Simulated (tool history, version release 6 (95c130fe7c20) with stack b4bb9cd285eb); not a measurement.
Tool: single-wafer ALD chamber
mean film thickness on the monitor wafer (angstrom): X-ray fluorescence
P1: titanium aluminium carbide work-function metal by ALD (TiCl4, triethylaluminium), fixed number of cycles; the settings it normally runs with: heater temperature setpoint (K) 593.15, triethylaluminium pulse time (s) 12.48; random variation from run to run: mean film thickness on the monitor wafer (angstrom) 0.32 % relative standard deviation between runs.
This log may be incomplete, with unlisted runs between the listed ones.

run   hour  heater temperature setpoint (K)  triethylaluminium pulse time (s)  hours since the last thermocouple change  hours since the last triethylaluminium bottle change  mean film thickness on the monitor wafer (angstrom)
  1    5.9                           593.15                             12.48                                     791.9                                                 634.8                                               22.475
  2   11.8                           593.15                               5.4                                     797.8                                                 640.7                                               19.295
  3     19                           606.15                             20.34                                       805                                                 647.9                                               24.115
  4     32                           593.15                             12.48                                       818                                                 660.9                                               22.438
  5   44.9                           576.15                             12.48                                     830.9                                                 673.8                                               21.023
  6   51.1                           593.15                             12.48                                     837.1                                                   680                                               22.474
  7   58.6                           576.15                              6.49                                     844.6                                                 687.5                                               19.033
  8   69.8                           593.15                             17.51                                     855.8                                                 698.7                                               22.803
  9   78.5                           616.15                             12.48                                     864.5                                                 707.4                                               24.612
      84.8  -- triethylaluminium bottle replaced
 10   91.7                           578.15                              4.69                                     877.7                                                   6.9                                               17.099
 11   99.3                           593.15                             12.48                                     885.3                                                  14.5                                               22.473
 12  111.9                           593.15                             12.48                                     897.9                                                  27.1                                               22.451
 13  124.8                           593.15                             12.48                                     910.8                                                    40                                               22.245
 14  136.9                           593.15                             12.48                                     922.9                                                  52.1                                               22.314
 15  149.5                           593.15                             12.48                                     935.5                                                  64.7                                               22.147
 16  157.1                           593.15                             12.48                                     943.1                                                  72.3                                                22.19
 17  170.4                           593.15                             12.48                                     956.4                                                  85.6                                               22.168
 18  183.6                           593.15                             12.48                                     969.6                                                  98.8                                                22.02
 19  189.9                           593.15                             12.48                                     975.9                                                 105.1                                               22.087

The log shows P1 creeping away from where it was. Any of the 2 causes listed here, at the size stated for it, fits the log just as well as the others:
A: wafer temperature below the value expected at the setpoint (K) = 4.26
B: triethylaluminium dose below that of a fresh bottle (%) = 18.9
The gradual shift began around hour 111.9.

The check runs listed below each take one wafer, and their results are still question marks. Under which run would the listed causes lead to clearly different results?
check 1  196.2                           604.15                             12.48                                                                                                                                                    ?
check 2  196.2                           615.15                             12.48                                                                                                                                                    ?
check 3  196.2                           578.15                             12.48                                                                                                                                                    ?
check 4  196.2                           593.15                                 6                                                                                                                                                    ?

How each check would come out, cause by cause:
  check                                               result    if A    if B
check 1  mean film thickness on the monitor wafer (angstrom)  23.116  23.103
check 2  mean film thickness on the monitor wafer (angstrom)  24.128  24.099
check 3  mean film thickness on the monitor wafer (angstrom)  20.754  20.774
check 4  mean film thickness on the monitor wafer (angstrom)  19.583  18.548
Per check, the gap between the least separated pair of causes, taken in the result that splits them most: check 1 0.06 %; check 2 0.12 %; check 3 0.1 %; check 4 5.43 %
Only in check 4 would the causes give clearly different results; in the remaining checks their results would be nearly the same.

After running check 4, the following was obtained: mean film thickness on the monitor wafer (angstrom) 19.576. Which cause does this point to?

The correct cause is A, namely: wafer temperature below the value expected at the setpoint (K).
